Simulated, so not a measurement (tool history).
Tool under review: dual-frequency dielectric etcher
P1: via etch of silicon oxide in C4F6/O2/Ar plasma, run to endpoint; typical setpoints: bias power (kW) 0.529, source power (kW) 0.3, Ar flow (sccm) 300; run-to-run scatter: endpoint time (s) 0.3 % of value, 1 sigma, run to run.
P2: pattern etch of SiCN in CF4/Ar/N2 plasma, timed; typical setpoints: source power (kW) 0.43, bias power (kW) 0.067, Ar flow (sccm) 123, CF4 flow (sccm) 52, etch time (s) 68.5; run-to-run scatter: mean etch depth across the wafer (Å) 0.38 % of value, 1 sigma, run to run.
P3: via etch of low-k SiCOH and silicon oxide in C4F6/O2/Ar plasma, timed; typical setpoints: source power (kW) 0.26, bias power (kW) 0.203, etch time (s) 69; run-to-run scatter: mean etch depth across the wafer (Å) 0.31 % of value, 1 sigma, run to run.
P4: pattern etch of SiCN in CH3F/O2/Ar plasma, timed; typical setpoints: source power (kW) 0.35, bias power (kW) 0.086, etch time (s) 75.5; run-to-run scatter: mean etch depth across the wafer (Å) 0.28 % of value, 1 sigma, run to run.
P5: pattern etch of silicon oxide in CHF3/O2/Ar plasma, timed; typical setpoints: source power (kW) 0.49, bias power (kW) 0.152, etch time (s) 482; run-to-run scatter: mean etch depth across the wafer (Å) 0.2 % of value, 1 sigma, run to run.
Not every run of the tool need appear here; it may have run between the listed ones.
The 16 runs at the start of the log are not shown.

run     day  process that ran  bias power (kW)  source power (kW)  Ar flow (sccm)  etch time (s)  CF4 flow (sccm)  hours since the last wet clean  hours since the last bias power generator calibration  hours since the last source power generator calibration  hours since the last Ar flow controller change  endpoint time (s)  mean etch depth across the wafer (Å)
 17   7.667                P3            0.203               0.26                             69                                            230.5                                                 2903.8                                                   1807.8                                            1417                                                   1623.7
 18   7.954                P1            0.418                0.3             300                                                           237.4                                                 2910.7                                                   1814.7                                          1423.9             43.146
 19   8.262                P2            0.067               0.43             123             94               52                           244.8                                                 2918.1                                                   1822.1                                          1431.3                                                   688.88
 20   8.746                P1            0.529                0.3             300                                                           256.4                                                 2929.7                                                   1833.7                                          1442.9             39.635
 21   9.196                P3            0.161               0.26                             69                                            267.2                                                 2940.5                                                   1844.5                                          1453.7                                                     1505
 22   9.579                P1            0.529               0.22             242                                                           276.4                                                 2949.7                                                   1853.7                                          1462.9             43.263
 23   9.979                P1            0.529                0.3             300                                                             286                                                 2959.3                                                   1863.3                                          1472.5             39.578
     10.308  -- source power generator calibrated
 24  10.312                P2            0.067               0.43             123           68.5               52                             294                                                 2967.3                                                      0.2                                          1480.5                                                   503.72
 25  10.758                P1            0.529               0.19             300                                                           304.7                                                   2978                                                     10.9                                          1491.2             46.831
 26  11.325                P2            0.067               0.59             123           68.5               52                           318.3                                                 2991.6                                                     24.5                                          1504.8                                                   659.91
 27   11.85                P1            0.529                0.3             175                                                           330.9                                                 3004.2                                                     37.1                                          1517.4             37.462
 28  12.325                P5            0.114               0.49                            482                                            342.3                                                 3015.6                                                     48.5                                          1528.8                                                   7635.1

What does the tool deliver on the next run?
 29  12.733                P2            0.067               0.43             153           68.5               52                           352.1                                                 3025.4                                                     58.3                                          1538.6                                                        ?

mean etch depth across the wafer (Å): 479.38
